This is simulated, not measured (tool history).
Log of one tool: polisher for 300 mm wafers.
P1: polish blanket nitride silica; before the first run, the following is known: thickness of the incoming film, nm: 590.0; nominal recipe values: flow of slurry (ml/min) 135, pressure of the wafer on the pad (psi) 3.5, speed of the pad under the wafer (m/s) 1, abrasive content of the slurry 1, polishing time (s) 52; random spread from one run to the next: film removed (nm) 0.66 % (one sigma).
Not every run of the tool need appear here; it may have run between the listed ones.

run   hour  flow of slurry (ml/min)  pressure of the wafer on the pad (psi)  speed of the pad under the wafer (m/s)  abrasive content of the slurry  polishing time (s)  wafers polished on this pad  hours since the slurry nozzle was cleaned  hours since the head pressure was calibrated  hours since the slurry blender was calibrated  hours since the conditioning disc was replaced  film removed (nm)
  1   14.5                      135                                     3.5                                       1                               1                  52                          452                                      158.5                                         272.9                                           46.6                                             255             28.923
  2   25.6                      135                                     3.5                                       1                               1                  52                          608                                      169.6                                           284                                           57.7                                           266.1             29.044
  3   32.5                      135                                     3.5                                       1                               1                  52                          705                                      176.5                                         290.9                                           64.6                                             273             28.797
  4   39.6                      135                                     3.5                                       1                            1.35                  52                          805                                      183.6                                           298                                           71.7                                           280.1             32.816
  5   48.2                      135                                     3.5                                       1                               1                  52                          926                                      192.2                                         306.6                                           80.3                                           288.7             28.782
  6   60.2                      135                                     3.5                                       1                               1                  52                         1095                                      204.2                                         318.6                                           92.3                                           300.7             29.344
  7   70.9                      135                                     5.3                                       1                               1                  52                         1245                                      214.9                                         329.3                                            103                                           311.4             43.953
      74.3  -- conditioning disc replaced and pad reconditioned
  8   84.2                      135                                     3.5                                       1                               1                  28                         1432                                      228.2                                         342.6                                          116.3                                              10              15.47
  9   92.2                      135                                     3.5                                       1                               1                  80                         1545                                      236.2                                         350.6                                          124.3                                              18             44.679
 10  101.4                      135                                     3.5                                       1                            0.65                  38                         1674                                      245.4                                         359.8                                          133.5                                            27.2             16.912
 11  114.6                      195                                     3.5                                       1                               1                  52                         1860                                      258.6                                           373                                          146.7                                            40.4             30.654
 12  121.2                      135                                     3.5                                       1                             0.7                  52                         1952                                      265.2                                         379.6                                          153.3                                              47             24.186
 13  129.6                      135                                     3.5                                    0.48                               1                  25                         2071                                      273.6                                           388                                          161.7                                            55.4             7.7111
 14  139.7                      135                                     3.5                                    1.34                               1                  52                         2213                                      283.7                                         398.1                                          171.8                                            65.5             36.829
 15  147.7                       80                                     3.5                                       1                               1                  52                         2325                                      291.7                                         406.1                                          179.8                                            73.5             25.386
     152.1  -- slurry blender recalibrated
 16  156.2                      135                                     3.5                                    0.44                               1                  52                         2445                                      300.2                                         414.6                                            4.1                                              82             15.043
 17  164.8                      135                                     1.6                                       1                               1                  52                         2566                                      308.8                                         423.2                                           12.7                                            90.6             13.292
 18  176.9                      135                                     3.5                                    0.46                            0.75                  52                         2736                                      320.9                                         435.3                                           24.8                                           102.7             13.359
 19  187.6                      135                                     3.5                                       1                               1                  52                         2886                                      331.6                                           446                                           35.5                                           113.4             28.979
 20  197.7                      135                                     3.5                                       1                               1                  52                         3028                                      341.7                                         456.1                                           45.6                                           123.5             28.359
 21  205.5                      135                                     3.5                                       1                               1                  52                         3138                                      349.5                                         463.9                                           53.4                                           131.3             27.834
 22  218.9                      135                                     3.5                                       1                               1                  52                         3326                                      362.9                                         477.3                                           66.8                                           144.7             27.191
 23  231.1                      135                                     3.5                                       1                               1                  52                         3498                                      375.1                                         489.5                                             79                                           156.9             27.267
 24  241.4                      135                                     3.5                                       1                               1                  52                         3643                                      385.4                                         499.8                                           89.3                                           167.2             27.007
     244.5  -- conditioning disc replaced and pad reconditioned
 25  254.6                      135                                     3.5                                       1                               1                  52                         3829                                      398.6                                           513                                          102.5                                            10.1             27.005
     260.7  -- head pressure recalibrated
 26  261.6                      135                                     3.5                                       1                               1                  52                         3927                                      405.6                                           0.9                                          109.5                                            17.1             26.578
 27  274.7                      135                                     3.5                                       1                               1                  52                         4111                                      418.7                                            14                                          122.6                                            30.2             26.761
     275.5  -- worn pad replaced by a new one
 28  288.5                      135                                     3.5                                       1                               1                  52                          183                                      432.5                                          27.8                                          136.4                                              44             26.517
 29  300.4                      135                                     3.5                                       1                               1                  52                          351                                      444.4                                          39.7                                          148.3                                            55.9             26.689
 30  312.8                      135                                     3.5                                       1                               1                  52                          525                                      456.8                                          52.1                                          160.7                                            68.3             26.175

What P1 gives has crept away from where it was. These 2 causes fit the log equally well, each at the size given:
A: slurry flow missing at the pad, % = 31.4
B: abrasive missing from the slurry, % = 16.5
The gradual shift began around hour 187.6.
Every other cause this tool's parts could produce, and why it does not fit the log:
removal rate lost through wear of the pad, %: serviced at hour 275.5, after the change had begun; the process did not return to its earlier output
head's pressure below its setpoint, %: serviced at hour 260.7, after the change had begun; the process did not return to its earlier output
time polished since the conditioner stopped cutting, s: serviced at hour 244.5, after the change had begun; the process did not return to its earlier output

Consider the 4 single-wafer check runs listed below, results given as question marks: which one distinguishes between the causes by giving clearly different results for each?
check 1  325.2                      165                                       5                                       1                               1                  52                                                                                                                                                                                                                                       ?
check 2  325.2                      135                                     1.9                                       1                            0.75                  52                                                                                                                                                                                                                                       ?
check 3  325.2                       80                                     3.5                                       1                               1                  52                                                                                                                                                                                                                                       ?
check 4  325.2                      135                                     1.6                                       1                               1                  32                                                                                                                                                                                                                                       ?

What each check would give under each cause:
  check             result    if A    if B
check 1  film removed (nm)  39.775  39.207
check 2  film removed (nm)  12.494  12.332
check 3  film removed (nm)  22.217  23.323
check 4  film removed (nm)  7.4559  7.4548
Minimum pairwise separation of causes per check, each pair taken at its best-separating result: check 1 1.44 %; check 2 1.31 %; check 3 4.86 %; check 4 0.01 %
The other checks would show nearly matching results whichever cause is true, so check 3 is the only one that separates the causes.

Check 3 has now been run. It gave: film removed (nm) 23.135. Which of the candidate causes is it?

It was cause B: abrasive missing from the slurry, %.
